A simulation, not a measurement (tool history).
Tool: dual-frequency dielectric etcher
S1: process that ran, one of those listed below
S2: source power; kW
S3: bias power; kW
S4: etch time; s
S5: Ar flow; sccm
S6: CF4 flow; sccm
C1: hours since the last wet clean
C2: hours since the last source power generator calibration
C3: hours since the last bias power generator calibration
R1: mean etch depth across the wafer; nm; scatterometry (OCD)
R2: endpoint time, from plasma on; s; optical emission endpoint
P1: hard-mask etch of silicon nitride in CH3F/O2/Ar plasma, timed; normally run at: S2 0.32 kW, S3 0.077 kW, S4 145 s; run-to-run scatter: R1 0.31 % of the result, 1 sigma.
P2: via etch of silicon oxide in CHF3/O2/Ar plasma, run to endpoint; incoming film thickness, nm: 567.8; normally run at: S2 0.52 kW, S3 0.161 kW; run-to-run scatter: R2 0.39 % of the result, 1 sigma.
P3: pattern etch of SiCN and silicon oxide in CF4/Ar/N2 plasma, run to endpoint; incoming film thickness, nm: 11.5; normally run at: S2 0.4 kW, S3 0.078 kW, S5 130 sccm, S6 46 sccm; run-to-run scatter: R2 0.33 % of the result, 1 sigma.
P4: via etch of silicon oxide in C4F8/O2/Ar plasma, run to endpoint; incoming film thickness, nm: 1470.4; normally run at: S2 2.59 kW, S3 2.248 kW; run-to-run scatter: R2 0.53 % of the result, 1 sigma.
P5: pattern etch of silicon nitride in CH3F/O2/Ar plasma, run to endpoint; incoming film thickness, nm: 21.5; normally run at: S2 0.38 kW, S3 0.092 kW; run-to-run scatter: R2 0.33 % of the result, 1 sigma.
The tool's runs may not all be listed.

run,hour,S1,S2,S3,S4,S5,S6,C1,C2,C3,R1,R2
1,9.5,P1,0.32,0.077,145,,,95.8,2114.5,887.3,94.751,
2,20.5,P1,0.22,0.077,209,,,106.8,2125.5,898.3,118.44,
3,34.5,P2,0.52,0.161,,,,120.8,2139.5,912.3,,297.58
4,48.9,P1,0.32,0.077,145,,,135.2,2153.9,926.7,94.643,
5,67.2,P1,0.44,0.077,145,,,153.5,2172.2,945,107.19,
6,82.6,P4,3.61,2.248,,,,168.9,2187.6,960.4,,213.86
7,92.2,P5,0.48,0.092,,,,178.5,2197.2,970,,26.353
8,104.7,P1,0.19,0.077,145,,,191,2209.7,982.5,77.673,
9,117.6,P3,0.55,0.078,,130,46,203.9,2222.6,995.4,,11.882
10,130.1,P4,2.59,2.248,,,,216.4,2235.1,1007.9,,247.02
# hour 142: wet clean of the chamber
11,148.4,P1,0.32,0.077,91.5,,,6.4,2253.4,1026.2,59.559,
12,164,P1,0.32,0.077,181,,,22,2269,1041.8,118.01,
13,182.8,P2,0.52,0.223,,,,40.8,2287.8,1060.6,,265.55
14,198.9,P4,2.59,2.248,,,,56.9,2303.9,1076.7,,244.34
15,216.1,P1,0.32,0.077,145,,,74.1,2321.1,1093.9,94.654,
16,229.1,P3,0.4,0.062,,130,46,87.1,2334.1,1106.9,,17.006
17,247.6,P5,0.38,0.075,,,,105.6,2352.6,1125.4,,31.074
18,263,P3,0.4,0.078,,92,46,121,2368,1140.8,,14.789
19,272.8,P3,0.4,0.078,,130,46,130.8,2377.8,1150.6,,15.586
20,283.4,P1,0.32,0.052,145,,,141.4,2388.4,1161.2,82.669,
21,296.5,P2,0.69,0.161,,,,154.5,2401.5,1174.3,,269.08
22,314.5,P1,0.32,0.107,145,,,172.5,2419.5,1192.3,107.27,
23,324.4,P4,2.59,3.159,,,,182.4,2429.4,1202.2,,222.4
# hour 334: bias power generator calibrated
24,340.3,P1,0.32,0.077,145,,,198.3,2445.3,6.3,94.541,
25,351.5,P3,0.4,0.078,,130,64,209.5,2456.5,17.5,,14.793
26,364.7,P5,0.38,0.092,,,,222.7,2469.7,30.7,,28.878
27,381.9,P1,0.32,0.077,145,,,239.9,2486.9,47.9,94.622,
28,393.3,P1,0.32,0.077,145,,,251.3,2498.3,59.3,95.351,
29,407.3,P1,0.32,0.077,145,,,265.3,2512.3,73.3,95.592,
30,423.7,P1,0.32,0.077,145,,,281.7,2528.7,89.7,95.686,
31,438,P1,0.32,0.077,145,,,296,2543,104,95.338,
# hour 450: wet clean of the chamber
32,455.4,P1,0.32,0.077,145,,,5.4,2560.4,121.4,95.622,
33,468.5,P1,0.32,0.077,145,,,18.5,2573.5,134.5,96.359,
34,481,P1,0.32,0.077,145,,,31,2586,147,96.032,
35,491.1,P1,0.32,0.077,145,,,41.1,2596.1,157.1,96.183,
36,507.3,P1,0.32,0.077,145,,,57.3,2612.3,173.3,95.58,
37,515.6,P1,0.32,0.077,145,,,65.6,2620.6,181.6,95.853,
38,529.8,P1,0.32,0.077,145,,,79.8,2634.8,195.8,96.08,

What P1 gives has crept away from where it was. These 2 causes fit the log equally well, each at the size given:
A: bias power that arrives over what is set, % = 4.52
B: source power that arrives over what is set, % = 4.27
The creep began at about hour 393.3.
Why every other cause is out:
chamber walls in a state that raises the etch rate, %: serviced at hour 450, which brought nothing back

4 check runs are offered, each on 2 wafers whose results are averaged, their results left as question marks. Which one tells the causes apart?
check 1,544,P2,0.52,0.218,,,,,,,,?
check 2,544,P4,3.41,3.098,,,,,,,,?
check 3,544,P5,0.47,0.075,,,,,,,,?
check 4,544,P3,0.4,0.078,,101,64,,,,,?

What each check would give under each cause:
check,result,if A,if B
check 1,R2,265.43,265.38
check 2,R2,198.04,197.43
check 3,R2,28.189,28.169
check 4,R2,14.036,13.743
How far apart the two closest causes lie, in the result that separates them most: check 1 0.02 %; check 2 0.31 %; check 3 0.07 %; check 4 2.11 %
Check 4 tells the causes apart: in the others they would give nearly the same result.

Then check 4 was run and gave: R2 14.016 s. Which cause is it?

It is A: bias power that arrives over what is set, %.

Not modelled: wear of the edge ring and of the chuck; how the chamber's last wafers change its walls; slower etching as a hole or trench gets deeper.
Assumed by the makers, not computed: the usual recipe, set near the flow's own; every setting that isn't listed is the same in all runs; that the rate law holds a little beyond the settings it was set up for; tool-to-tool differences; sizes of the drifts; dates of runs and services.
